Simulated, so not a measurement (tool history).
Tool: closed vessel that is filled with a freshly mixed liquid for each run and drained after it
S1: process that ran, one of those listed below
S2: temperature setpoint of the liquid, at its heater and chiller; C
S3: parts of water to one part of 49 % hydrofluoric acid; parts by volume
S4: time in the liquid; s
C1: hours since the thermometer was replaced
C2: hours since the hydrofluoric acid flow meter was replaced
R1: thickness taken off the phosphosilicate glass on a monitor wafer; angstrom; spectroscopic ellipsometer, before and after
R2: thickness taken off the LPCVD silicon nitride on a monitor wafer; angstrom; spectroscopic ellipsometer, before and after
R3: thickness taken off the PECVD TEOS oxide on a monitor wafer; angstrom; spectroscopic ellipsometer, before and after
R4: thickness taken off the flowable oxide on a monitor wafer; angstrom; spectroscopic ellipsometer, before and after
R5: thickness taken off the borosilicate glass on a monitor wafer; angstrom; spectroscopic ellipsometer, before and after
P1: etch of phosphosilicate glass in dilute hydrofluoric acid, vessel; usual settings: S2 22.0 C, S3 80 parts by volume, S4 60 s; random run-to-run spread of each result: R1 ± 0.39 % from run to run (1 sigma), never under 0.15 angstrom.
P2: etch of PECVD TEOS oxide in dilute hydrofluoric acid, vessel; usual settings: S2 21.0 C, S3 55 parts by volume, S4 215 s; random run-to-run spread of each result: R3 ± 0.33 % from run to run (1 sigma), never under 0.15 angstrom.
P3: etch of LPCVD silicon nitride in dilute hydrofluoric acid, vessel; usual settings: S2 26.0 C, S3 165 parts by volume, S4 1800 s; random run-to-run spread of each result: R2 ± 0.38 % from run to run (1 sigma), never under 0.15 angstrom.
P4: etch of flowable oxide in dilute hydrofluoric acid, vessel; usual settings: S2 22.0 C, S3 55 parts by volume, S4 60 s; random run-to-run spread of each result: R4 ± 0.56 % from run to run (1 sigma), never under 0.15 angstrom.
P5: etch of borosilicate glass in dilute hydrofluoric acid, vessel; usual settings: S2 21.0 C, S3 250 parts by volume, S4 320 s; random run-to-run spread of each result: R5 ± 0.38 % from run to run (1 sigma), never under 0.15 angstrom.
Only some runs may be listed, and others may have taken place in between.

run 1 hour=9.9 | S1=P1 S2=22.0 S3=80 S4=60 | C1=417.7 C2=232.7 | R1=589.22
run 2 hour=18.2 | S1=P1 S2=17.0 S3=80 S4=60 | C1=426.0 C2=241.0 | R1=476.82
run 3 hour=25.4 | S1=P3 S2=32.0 S3=165 S4=1800 | C1=433.2 C2=248.2 | R2=90.279
run 4 hour=34.8 | S1=P2 S2=17.0 S3=55 S4=215 | C1=442.6 C2=257.6 | R3=329.15
run 5 hour=46.9 | S1=P2 S2=21.0 S3=100 S4=215 | C1=454.7 C2=269.7 | R3=203.06
run 6 hour=56.4 | S1=P2 S2=21.0 S3=55 S4=215 | C1=464.2 C2=279.2 | R3=389.94
run 7 hour=63.1 | S1=P1 S2=22.0 S3=80 S4=60 | C1=470.9 C2=285.9 | R1=589.34
run 8 hour=70.2 | S1=P1 S2=22.0 S3=80 S4=30 | C1=478.0 C2=293.0 | R1=295.63
run 9 hour=82.5 | S1=P4 S2=22.0 S3=25 S4=60 | C1=490.3 C2=305.3 | R4=1166.40
run 10 hour=91.2 | S1=P1 S2=22.0 S3=145 S4=30 | C1=499.0 C2=314.0 | R1=150.50
run 11 hour=98.5 | S1=P3 S2=26.0 S3=165 S4=1800 | C1=506.3 C2=321.3 | R2=62.198
run 12 hour=107.0 | S1=P4 S2=22.0 S3=55 S4=60 | C1=514.8 C2=329.8 | R4=509.88
run 13 hour=113.7 | S1=P1 S2=22.0 S3=80 S4=60 | C1=521.5 C2=336.5 | R1=589.58
run 14 hour=123.9 | S1=P5 S2=21.0 S3=65 S4=320 | C1=531.7 C2=346.7 | R5=1044.90
run 15 hour=135.2 | S1=P2 S2=21.0 S3=55 S4=80 | C1=543.0 C2=358.0 | R3=145.33
run 16 hour=143.9 | S1=P1 S2=28.5 S3=80 S4=60 | C1=551.7 C2=366.7 | R1=762.53
run 17 hour=157.7 | S1=P1 S2=22.0 S3=80 S4=60 | C1=565.5 C2=380.5 | R1=586.60
run 18 hour=165.2 | S1=P5 S2=21.0 S3=250 S4=320 | C1=573.0 C2=388.0 | R5=224.77
run 19 hour=171.8 | S1=P4 S2=17.0 S3=55 S4=60 | C1=579.6 C2=394.6 | R4=412.20
run 20 hour=182.5 | S1=P1 S2=22.0 S3=80 S4=105 | C1=590.3 C2=405.3 | R1=1027.80
run 21 hour=189.1 | S1=P3 S2=26.0 S3=165 S4=3285 | C1=596.9 C2=411.9 | R2=114.020
-- hour=190.3 hydrofluoric acid flow meter replaced
run 22 hour=199.0 | S1=P4 S2=22.0 S3=55 S4=105 | C1=606.8 C2=8.7 | R4=897.06
run 23 hour=212.1 | S1=P5 S2=21.0 S3=250 S4=560 | C1=619.9 C2=21.8 | R5=392.08
run 24 hour=221.5 | S1=P3 S2=26.0 S3=285 S4=1800 | C1=629.3 C2=31.2 | R2=36.349

Run 25 comes next. What will it give?
run 25 hour=228.6 | S1=P1 S2=22.0 S3=80 S4=60 | C1=636.4 C2=38.3 | R1=?

R1: 585.44 angstrom

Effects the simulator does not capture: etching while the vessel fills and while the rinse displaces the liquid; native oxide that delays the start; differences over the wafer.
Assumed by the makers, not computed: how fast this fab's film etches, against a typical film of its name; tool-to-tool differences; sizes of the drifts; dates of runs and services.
